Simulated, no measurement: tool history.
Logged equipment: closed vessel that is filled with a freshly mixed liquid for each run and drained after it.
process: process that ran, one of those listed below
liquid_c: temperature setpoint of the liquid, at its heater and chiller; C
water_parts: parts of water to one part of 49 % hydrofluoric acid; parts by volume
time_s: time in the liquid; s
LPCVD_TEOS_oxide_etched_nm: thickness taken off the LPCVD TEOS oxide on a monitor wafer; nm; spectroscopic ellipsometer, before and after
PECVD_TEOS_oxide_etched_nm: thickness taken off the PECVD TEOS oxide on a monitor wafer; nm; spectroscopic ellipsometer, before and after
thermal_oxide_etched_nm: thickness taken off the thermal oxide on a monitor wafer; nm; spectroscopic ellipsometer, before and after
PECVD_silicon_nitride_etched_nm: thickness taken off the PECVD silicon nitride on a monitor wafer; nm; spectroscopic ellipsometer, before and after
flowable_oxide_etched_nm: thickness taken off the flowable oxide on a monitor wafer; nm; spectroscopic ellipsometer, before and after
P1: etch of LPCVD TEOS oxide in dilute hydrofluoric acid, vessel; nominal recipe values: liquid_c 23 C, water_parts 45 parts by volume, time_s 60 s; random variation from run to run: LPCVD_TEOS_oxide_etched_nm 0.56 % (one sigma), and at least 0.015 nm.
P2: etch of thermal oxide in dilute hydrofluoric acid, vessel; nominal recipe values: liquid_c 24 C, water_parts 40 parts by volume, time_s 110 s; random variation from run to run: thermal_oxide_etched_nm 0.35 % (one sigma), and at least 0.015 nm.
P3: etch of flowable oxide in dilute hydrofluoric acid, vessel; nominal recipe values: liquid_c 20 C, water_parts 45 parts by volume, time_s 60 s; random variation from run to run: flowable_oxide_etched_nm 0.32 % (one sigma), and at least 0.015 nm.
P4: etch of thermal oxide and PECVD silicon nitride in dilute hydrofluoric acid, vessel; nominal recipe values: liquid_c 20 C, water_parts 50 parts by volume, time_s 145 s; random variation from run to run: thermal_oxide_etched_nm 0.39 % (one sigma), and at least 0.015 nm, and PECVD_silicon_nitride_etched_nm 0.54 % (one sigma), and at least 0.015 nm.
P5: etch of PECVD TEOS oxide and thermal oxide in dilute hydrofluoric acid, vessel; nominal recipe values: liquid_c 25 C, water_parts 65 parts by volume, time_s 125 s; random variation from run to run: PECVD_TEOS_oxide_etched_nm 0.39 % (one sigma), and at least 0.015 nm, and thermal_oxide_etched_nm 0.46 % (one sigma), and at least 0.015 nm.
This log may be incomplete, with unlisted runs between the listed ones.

run,day,process,liquid_c,water_parts,time_s,hours since the thermometer was replaced,hours since the hydrofluoric acid flow meter was replaced,LPCVD_TEOS_oxide_etched_nm,PECVD_TEOS_oxide_etched_nm,thermal_oxide_etched_nm,PECVD_silicon_nitride_etched_nm,flowable_oxide_etched_nm
1,0.1,P1,23,45,60,833.6,183,47.762,,,,
2,0.225,P5,25,65,125,836.6,186,,57.417,9.5766,,
3,0.4,P1,23,70,95,840.8,190.2,47.233,,,,
4,0.575,P4,20,50,145,845,194.4,,,11.831,11.662,
5,0.692,P4,17,50,145,847.8,197.2,,,10.347,9.4052,
6,0.792,P1,23,45,60,850.2,199.6,47.491,,,,
7,0.921,P2,24,40,30,853.3,202.7,,,3.9143,,
8,1.054,P1,23,75,60,856.5,205.9,27.478,,,,
9,1.146,P1,23,45,115,858.7,208.1,93.409,,,,
10,1.258,P5,25,65,45,861.4,210.8,,20.567,3.4916,,
11,1.362,P1,23,45,60,863.9,213.3,47.934,,,,
12,1.521,P1,23,45,30,867.7,217.1,23.935,,,,
13,1.671,P5,25,65,125,871.3,220.7,,57.346,9.5303,,
14,1.754,P4,20,50,30,873.3,222.7,,,2.4251,2.4082,
15,1.896,P5,25,90,125,876.7,226.1,,40.078,6.7125,,
16,1.979,P3,20,45,30,878.7,228.1,,,,,17.368
17,2.125,P2,24,40,110,882.2,231.6,,,14.349,,
# day 2.158: thermometer replaced
18,2.308,P1,23,45,60,3.6,236,47.863,,,,
19,2.467,P3,25,45,60,7.4,239.8,,,,,42.674
20,2.567,P3,20,25,60,9.8,242.2,,,,,63.692
21,2.712,P1,23,65,105,13.3,245.7,56.806,,,,
22,2.817,P1,23,20,60,15.8,248.2,112.39,,,,
23,2.904,P3,20,45,60,17.9,250.3,,,,,34.393
24,3.083,P5,17,65,125,22.2,254.6,,41.252,6.8103,,
25,3.258,P3,20,45,60,26.4,258.8,,,,,34.529
26,3.383,P4,20,50,145,29.4,261.8,,,11.766,11.608,
27,3.575,P1,30,45,60,34,266.4,63.598,,,,
28,3.654,P2,24,20,110,35.9,268.3,,,29.58,,
29,3.846,P1,18,45,60,40.5,272.9,38.984,,,,
30,3.979,P2,18.5,40,110,43.7,276.1,,,11.408,,
31,4.1,P4,20,85,145,46.6,279,,,6.6511,6.8893,
32,4.196,P1,23,45,60,48.9,281.3,48.129,,,,
33,4.279,P1,23,45,60,50.9,283.3,46.723,,,,
34,4.375,P1,23,45,60,53.2,285.6,46.169,,,,
35,4.533,P1,23,45,60,57,289.4,45.367,,,,
36,4.625,P1,23,45,60,59.2,291.6,45.393,,,,
37,4.717,P1,23,45,60,61.4,293.8,44.539,,,,
38,4.812,P1,23,45,60,63.7,296.1,44.719,,,,
39,4.929,P1,23,45,60,66.5,298.9,44.34,,,,
40,5.083,P1,23,45,60,70.2,302.6,44.522,,,,

What P1 gives has crept off from where it sat before. The 2 causes that follow fit the log equally well, each at the size noted:
A: liquid colder than its thermometer reads (K) = 1.86
B: hydrofluoric acid flow below the setpoint (%) = 7.09
The onset of the drift is placed at about day 4.196.

Consider the 4 single-wafer check runs listed below, results given as question marks: which one distinguishes between the causes by giving clearly different results for each?
check 1,5.238,P3,20,45,60,,,,,,,?
check 2,5.238,P4,20,50,145,,,,,?,?,
check 3,5.238,P2,24,40,110,,,,,?,,
check 4,5.238,P5,25,65,125,,,,?,?,,

If the cause were each of the candidates in turn, the checks would give the following:
check,result,if A,if B
check 1,flowable_oxide_etched_nm,31.874,31.946
check 2,thermal_oxide_etched_nm,10.893,10.908
check 2,PECVD_silicon_nitride_etched_nm,10.242,10.859
check 3,thermal_oxide_etched_nm,13.283,13.285
check 4,PECVD_TEOS_oxide_etched_nm,53.152,52.913
check 4,thermal_oxide_etched_nm,8.8768,8.837
Smallest distance between any two causes, each pair judged by its most separating result, in per cent: check 1 0.23 %; check 2 5.85 %; check 3 0.02 %; check 4 0.45 %
Only in check 2 would the causes give clearly different results; in the remaining checks their results would be nearly the same.

Check 2 has now been run. It gave: thermal_oxide_etched_nm 10.846 nm; PECVD_silicon_nitride_etched_nm 10.287 nm. Which of the candidate causes is it?

It is A: liquid colder than its thermometer reads (K).
